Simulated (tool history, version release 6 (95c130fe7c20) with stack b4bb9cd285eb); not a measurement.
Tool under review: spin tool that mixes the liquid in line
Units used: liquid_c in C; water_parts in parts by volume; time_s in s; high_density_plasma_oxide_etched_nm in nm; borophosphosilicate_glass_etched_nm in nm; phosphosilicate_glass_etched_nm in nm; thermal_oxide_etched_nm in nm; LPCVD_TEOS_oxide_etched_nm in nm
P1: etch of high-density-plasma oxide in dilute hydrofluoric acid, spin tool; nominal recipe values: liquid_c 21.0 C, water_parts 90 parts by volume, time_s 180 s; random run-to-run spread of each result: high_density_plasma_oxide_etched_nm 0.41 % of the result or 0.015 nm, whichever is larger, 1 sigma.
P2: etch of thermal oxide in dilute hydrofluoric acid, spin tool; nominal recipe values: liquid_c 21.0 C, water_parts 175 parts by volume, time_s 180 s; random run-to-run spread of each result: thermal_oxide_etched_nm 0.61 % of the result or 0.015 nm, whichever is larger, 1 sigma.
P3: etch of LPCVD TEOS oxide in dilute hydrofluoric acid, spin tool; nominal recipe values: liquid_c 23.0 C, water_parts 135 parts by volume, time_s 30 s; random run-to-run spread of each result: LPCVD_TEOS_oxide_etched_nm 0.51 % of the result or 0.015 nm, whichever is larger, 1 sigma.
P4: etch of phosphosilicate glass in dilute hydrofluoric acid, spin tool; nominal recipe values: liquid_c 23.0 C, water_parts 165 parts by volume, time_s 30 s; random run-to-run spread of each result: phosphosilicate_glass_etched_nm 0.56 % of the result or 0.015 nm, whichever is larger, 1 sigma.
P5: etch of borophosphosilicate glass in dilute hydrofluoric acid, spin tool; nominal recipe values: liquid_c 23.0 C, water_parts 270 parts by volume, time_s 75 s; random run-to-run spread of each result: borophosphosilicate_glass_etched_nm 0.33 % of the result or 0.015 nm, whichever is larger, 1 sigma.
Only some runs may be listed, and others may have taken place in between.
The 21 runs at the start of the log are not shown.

run   hour  process  liquid_c  water_parts  time_s  hours since the thermometer was replaced  hours since the hydrofluoric acid flow meter was replaced  high_density_plasma_oxide_etched_nm  borophosphosilicate_glass_etched_nm  phosphosilicate_glass_etched_nm  thermal_oxide_etched_nm  LPCVD_TEOS_oxide_etched_nm
 22  132.5       P5      30.5          270      75                                     848.0                                                       59.9                                                                   16.9310
 23  140.1       P1      21.0           90      15                                     855.6                                                       67.5                              0.89157
 24  147.7       P5      23.0          270     130                                     863.2                                                       75.1                                                                   22.7970
 25  153.0       P4      23.0          165      30                                     868.5                                                       80.4                                                                                                     21.781
 26  158.7       P1      21.0          160     180                                     874.2                                                       86.1                              5.51250
 27  164.7       P1      21.0           50     180                                     880.2                                                       92.1                             19.84900
 28  170.9       P1      21.0          135     100                                     886.4                                                       98.3                              3.73120
 29  176.1       P2      17.0          175     180                                     891.6                                                      103.5                                                                                                                              3.4066
 30  183.7       P5      23.0          270      75                                     899.2                                                      111.1                                                                   13.1410
 31  190.1       P3      23.0           45      30                                     905.6                                                      117.5                                                                                                                                                         15.8700
 32  195.6       P3      23.0          135      60                                     911.1                                                      123.0                                                                                                                                                          9.4786
 33  200.0       P1      21.0           90     180                                     915.5                                                      127.4                             10.63400
 34  207.3       P1      21.0           90     180                                     922.8                                                      134.7                             11.17200
 35  211.1       P1      21.0           90     180                                     926.6                                                      138.5                             11.30000

For run 36, what comes out?
 36  215.6       P1      21.0           90     180                                     931.1                                                      143.0                                    ?

high_density_plasma_oxide_etched_nm: 11.35800 nm

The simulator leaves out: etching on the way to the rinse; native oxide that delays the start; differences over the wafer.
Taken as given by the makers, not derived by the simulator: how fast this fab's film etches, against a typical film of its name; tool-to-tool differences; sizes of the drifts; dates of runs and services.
